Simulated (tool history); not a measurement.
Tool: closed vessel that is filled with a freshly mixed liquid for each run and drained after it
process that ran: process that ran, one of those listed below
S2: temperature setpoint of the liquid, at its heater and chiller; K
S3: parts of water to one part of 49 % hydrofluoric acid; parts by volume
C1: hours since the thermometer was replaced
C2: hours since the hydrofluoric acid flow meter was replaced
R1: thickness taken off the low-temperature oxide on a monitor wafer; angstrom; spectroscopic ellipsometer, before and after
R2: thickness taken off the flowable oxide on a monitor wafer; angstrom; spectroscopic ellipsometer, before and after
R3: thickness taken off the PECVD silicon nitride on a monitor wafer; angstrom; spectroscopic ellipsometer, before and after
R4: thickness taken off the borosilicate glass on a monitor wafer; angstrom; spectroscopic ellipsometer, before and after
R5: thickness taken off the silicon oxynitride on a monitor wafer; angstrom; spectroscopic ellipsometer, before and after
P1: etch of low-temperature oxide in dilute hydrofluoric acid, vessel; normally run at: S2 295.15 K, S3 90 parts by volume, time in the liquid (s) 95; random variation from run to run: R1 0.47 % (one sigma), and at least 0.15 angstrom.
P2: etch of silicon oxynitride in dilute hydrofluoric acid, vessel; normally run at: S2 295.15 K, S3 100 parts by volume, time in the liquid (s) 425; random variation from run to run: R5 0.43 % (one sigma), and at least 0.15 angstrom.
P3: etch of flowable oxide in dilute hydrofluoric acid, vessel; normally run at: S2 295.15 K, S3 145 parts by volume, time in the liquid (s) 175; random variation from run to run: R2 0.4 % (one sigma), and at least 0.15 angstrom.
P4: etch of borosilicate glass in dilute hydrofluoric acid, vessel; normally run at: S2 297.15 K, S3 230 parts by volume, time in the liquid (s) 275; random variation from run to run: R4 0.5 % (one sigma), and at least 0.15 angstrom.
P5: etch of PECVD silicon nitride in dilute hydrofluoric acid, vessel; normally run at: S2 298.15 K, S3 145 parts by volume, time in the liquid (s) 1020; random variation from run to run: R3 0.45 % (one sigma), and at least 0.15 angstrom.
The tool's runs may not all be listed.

run 1 day=0.196 | process_that_ran=P1 S2=295.15 S3=90 time_in_the_liquid_(s)=95 | C1=385.8 C2=716.0 | R1=197.67
run 2 day=0.354 | process_that_ran=P3 S2=295.15 S3=145 time_in_the_liquid_(s)=175 | C1=389.6 C2=719.8 | R2=349.55
run 3 day=0.562 | process_that_ran=P5 S2=305.15 S3=145 time_in_the_liquid_(s)=1020 | C1=394.6 C2=724.8 | R3=542.50
run 4 day=0.792 | process_that_ran=P3 S2=295.15 S3=145 time_in_the_liquid_(s)=345 | C1=400.1 C2=730.3 | R2=686.58
run 5 day=0.967 | process_that_ran=P1 S2=295.15 S3=90 time_in_the_liquid_(s)=95 | C1=404.3 C2=734.5 | R1=196.30
run 6 day=1.071 | process_that_ran=P4 S2=297.15 S3=230 time_in_the_liquid_(s)=460 | C1=406.8 C2=737.0 | R4=436.00
run 7 day=1.229 | process_that_ran=P1 S2=301.15 S3=90 time_in_the_liquid_(s)=95 | C1=410.6 C2=740.8 | R1=248.82
-- day=1.308 hydrofluoric acid flow meter replaced
run 8 day=1.329 | process_that_ran=P1 S2=290.15 S3=45 time_in_the_liquid_(s)=95 | C1=413.0 C2=0.5 | R1=334.16
run 9 day=1.525 | process_that_ran=P1 S2=290.15 S3=90 time_in_the_liquid_(s)=95 | C1=417.7 C2=5.2 | R1=159.07
run 10 day=1.692 | process_that_ran=P4 S2=297.15 S3=325 time_in_the_liquid_(s)=275 | C1=421.7 C2=9.2 | R4=168.69
run 11 day=1.871 | process_that_ran=P3 S2=290.65 S3=145 time_in_the_liquid_(s)=175 | C1=426.0 C2=13.5 | R2=289.47
run 12 day=2.021 | process_that_ran=P3 S2=295.15 S3=255 time_in_the_liquid_(s)=175 | C1=429.6 C2=17.1 | R2=177.57
run 13 day=2.229 | process_that_ran=P5 S2=298.15 S3=30 time_in_the_liquid_(s)=1020 | C1=434.6 C2=22.1 | R3=1639.00
run 14 day=2.417 | process_that_ran=P1 S2=295.15 S3=90 time_in_the_liquid_(s)=95 | C1=439.1 C2=26.6 | R1=195.61
run 15 day=2.588 | process_that_ran=P5 S2=298.15 S3=145 time_in_the_liquid_(s)=1650 | C1=443.2 C2=30.7 | R3=565.74
run 16 day=2.733 | process_that_ran=P1 S2=295.15 S3=90 time_in_the_liquid_(s)=95 | C1=446.7 C2=34.2 | R1=197.67
run 17 day=2.879 | process_that_ran=P2 S2=295.15 S3=100 time_in_the_liquid_(s)=30 | C1=450.2 C2=37.7 | R5=7.2871
run 18 day=3.100 | process_that_ran=P2 S2=295.15 S3=100 time_in_the_liquid_(s)=425 | C1=455.5 C2=43.0 | R5=102.4600
run 19 day=3.238 | process_that_ran=P4 S2=297.15 S3=230 time_in_the_liquid_(s)=275 | C1=458.8 C2=46.3 | R4=264.94
run 20 day=3.392 | process_that_ran=P4 S2=297.15 S3=230 time_in_the_liquid_(s)=275 | C1=462.5 C2=50.0 | R4=265.29
run 21 day=3.525 | process_that_ran=P1 S2=295.15 S3=55 time_in_the_liquid_(s)=95 | C1=465.7 C2=53.2 | R1=336.36
run 22 day=3.696 | process_that_ran=P1 S2=295.15 S3=90 time_in_the_liquid_(s)=95 | C1=469.8 C2=57.3 | R1=197.01
run 23 day=3.812 | process_that_ran=P5 S2=298.15 S3=145 time_in_the_liquid_(s)=1020 | C1=472.6 C2=60.1 | R3=349.77

The next listed run, before its measurement:
run 24 day=4.008 | process_that_ran=P4 S2=290.15 S3=230 time_in_the_liquid_(s)=275 | C1=477.3 C2=64.8 | R4=?

Run 24 gave R4 202.80 angstrom.

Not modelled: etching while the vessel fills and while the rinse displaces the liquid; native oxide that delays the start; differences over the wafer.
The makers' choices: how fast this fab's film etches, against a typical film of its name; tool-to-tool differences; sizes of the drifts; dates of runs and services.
